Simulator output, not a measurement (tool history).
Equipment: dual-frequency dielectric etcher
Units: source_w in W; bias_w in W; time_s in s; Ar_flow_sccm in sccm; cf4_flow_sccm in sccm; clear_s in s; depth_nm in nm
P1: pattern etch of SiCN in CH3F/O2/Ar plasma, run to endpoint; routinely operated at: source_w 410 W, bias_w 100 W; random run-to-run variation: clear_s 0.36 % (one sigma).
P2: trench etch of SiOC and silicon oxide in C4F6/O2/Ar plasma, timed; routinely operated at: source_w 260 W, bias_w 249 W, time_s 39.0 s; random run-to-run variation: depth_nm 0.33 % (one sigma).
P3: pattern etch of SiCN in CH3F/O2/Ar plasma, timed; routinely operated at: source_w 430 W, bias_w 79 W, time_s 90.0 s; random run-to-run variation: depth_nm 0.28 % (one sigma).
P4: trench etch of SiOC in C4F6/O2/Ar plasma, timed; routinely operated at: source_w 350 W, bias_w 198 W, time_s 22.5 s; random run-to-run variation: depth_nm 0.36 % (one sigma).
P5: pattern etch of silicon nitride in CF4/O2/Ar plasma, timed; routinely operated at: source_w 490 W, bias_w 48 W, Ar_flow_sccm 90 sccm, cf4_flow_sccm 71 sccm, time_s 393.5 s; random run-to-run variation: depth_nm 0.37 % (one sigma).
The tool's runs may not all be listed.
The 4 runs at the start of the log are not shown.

run   hour  process  source_w  bias_w  time_s  Ar_flow_sccm  cf4_flow_sccm  clear_s  depth_nm
  5   23.1       P1       410     100                                        20.635
  6   28.5       P4       350     198    16.5                                          34.196
  7   33.4       P1       540     100                                        18.634
  8   39.5       P1       410     100                                        20.584
  9   45.5       P3       430      61    90.0                                          32.683
 10   49.2       P1       480     131                                        17.473
 11   53.8       P5       670      48   393.5            90             71            918.720
 12   59.1       P5       490      59   393.5            90             71            763.050
 13   63.8       P2       260     249    29.0                                          54.694
 14   70.1       P4       350     281    22.5                                          52.595
 15   76.0       P3       430      79   124.0                                          49.333
 16   81.2       P4       440     198    22.5                                          51.069
 17   85.1       P1       340     100                                        22.137
 18   90.5       P1       410      65                                        24.073
 19   95.5       P4       350     198    22.5                                          46.655
 20   99.6       P1       410     100                                        20.665
 21  103.8       P3       610      79    90.0                                          40.736
 22  109.0       P2       260     249    39.0                                          73.345
 23  113.4       P5       490      48   393.5            90             71            706.370
 24  117.6       P4       350     198    22.5                                          46.873
 25  121.6       P1       410     125                                        19.020
 26  125.0       P1       270      76                                        26.720
 27  130.1       P1       410     100                                        20.665
 28  136.1       P2       330     249    39.0                                          80.512

For run 29, what comes out?
     137.7  -- bias power generator calibrated
 29  139.4       P5       490      48   393.5            90             48                  ?

{"run 29": {"depth_nm": 666.69}}

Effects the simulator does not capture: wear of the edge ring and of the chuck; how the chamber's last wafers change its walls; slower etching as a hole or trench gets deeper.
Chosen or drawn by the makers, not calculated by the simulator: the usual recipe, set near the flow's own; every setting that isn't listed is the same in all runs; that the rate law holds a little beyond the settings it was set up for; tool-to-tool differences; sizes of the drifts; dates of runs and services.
